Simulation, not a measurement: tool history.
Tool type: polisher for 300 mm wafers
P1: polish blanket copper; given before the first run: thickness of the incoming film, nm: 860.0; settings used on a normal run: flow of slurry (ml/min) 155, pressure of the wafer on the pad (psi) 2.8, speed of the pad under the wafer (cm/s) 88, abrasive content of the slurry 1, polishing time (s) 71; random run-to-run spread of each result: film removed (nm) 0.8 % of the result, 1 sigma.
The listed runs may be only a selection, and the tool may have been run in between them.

run,hour,flow of slurry (ml/min),pressure of the wafer on the pad (psi),speed of the pad under the wafer (cm/s),abrasive content of the slurry,polishing time (s),film removed (nm)
1,14.7,155,2.8,88,1,71,193.61
2,29.7,155,2.8,138,1,71,302.82
3,42.7,155,3.8,88,1,71,265.4
4,50.3,95,2.8,88,1,71,175.19
5,62.4,155,2.8,88,1,71,195.4
6,77.1,155,2.8,88,1,32,86.923
7,88.5,155,2.8,88,1,71,193.52
8,98.4,240,2.8,88,1,71,206.92
9,112.4,155,2.8,88,1,71,194.5
10,124.3,155,2.8,88,1,71,196.69
11,136.5,155,2.8,88,0.7,71,180.21
12,150.2,155,2,88,1,71,138.97
13,160.9,155,2.8,88,1.3,71,206.14
14,173.3,155,2.8,58,0.75,71,121.63
15,188.5,155,2.8,88,1,71,197.17
# hour 199.3: slurry blender recalibrated
16,201.7,155,2.8,88,1,103,284.55
17,214.1,155,2.8,42,1,71,91.891
18,225.9,155,2.8,88,1,71,191.31
19,236.7,155,2.8,88,1,71,189.64
20,250.6,155,2.8,88,1,71,180.86
21,263.8,155,2.8,88,1,71,179.21
# hour 269: head pressure recalibrated
22,275.1,155,2.8,88,1,71,178.75
23,287.2,155,2.8,88,1,71,176.83
# hour 288.6: slurry blender recalibrated
24,297.7,155,2.8,88,1,71,174.87
25,310.4,155,2.8,88,1,71,174.36

The log shows P1 creeping away from where it was. Any of the 2 causes listed here, at the size stated for it, fits the log just as well as the others:
A: slurry flow missing at the pad, % = 38.9
B: removal rate lost through wear of the pad, % = 9.92
The onset of the drift is placed at about hour 225.9.
Other possible causes, and why each is ruled out:
head's pressure below its setpoint, %: serviced at hour 269, after the change had begun; the process did not return to its earlier output
abrasive missing from the slurry, %: serviced at hour 288.6, after the change had begun; the process did not return to its earlier output

4 check runs are offered, each on 2 wafers whose results are averaged, their results left as question marks. Which one tells the causes apart?
check 1,323.1,155,2.8,108,1,71,?
check 2,323.1,155,2.8,88,1.25,71,?
check 3,323.1,155,2.1,88,1,71,?
check 4,323.1,95,2.8,88,1,71,?

Outcome of each check run for each possible cause:
check,result,if A,if B
check 1,film removed (nm),214.57,214.61
check 2,film removed (nm),183.51,183.55
check 3,film removed (nm),131.13,131.15
check 4,film removed (nm),149.1,157.62
Distance between the nearest two causes, measured in the result of the check that separates them most: check 1 0.02 %; check 2 0.02 %; check 3 0.02 %; check 4 5.56 %
Only in check 4 would the causes give clearly different results; in the remaining checks their results would be nearly the same.

With check 4 done, the readings were: film removed (nm) 149.58. Identify which of the listed causes applies.

The cause is A: slurry flow missing at the pad, %.

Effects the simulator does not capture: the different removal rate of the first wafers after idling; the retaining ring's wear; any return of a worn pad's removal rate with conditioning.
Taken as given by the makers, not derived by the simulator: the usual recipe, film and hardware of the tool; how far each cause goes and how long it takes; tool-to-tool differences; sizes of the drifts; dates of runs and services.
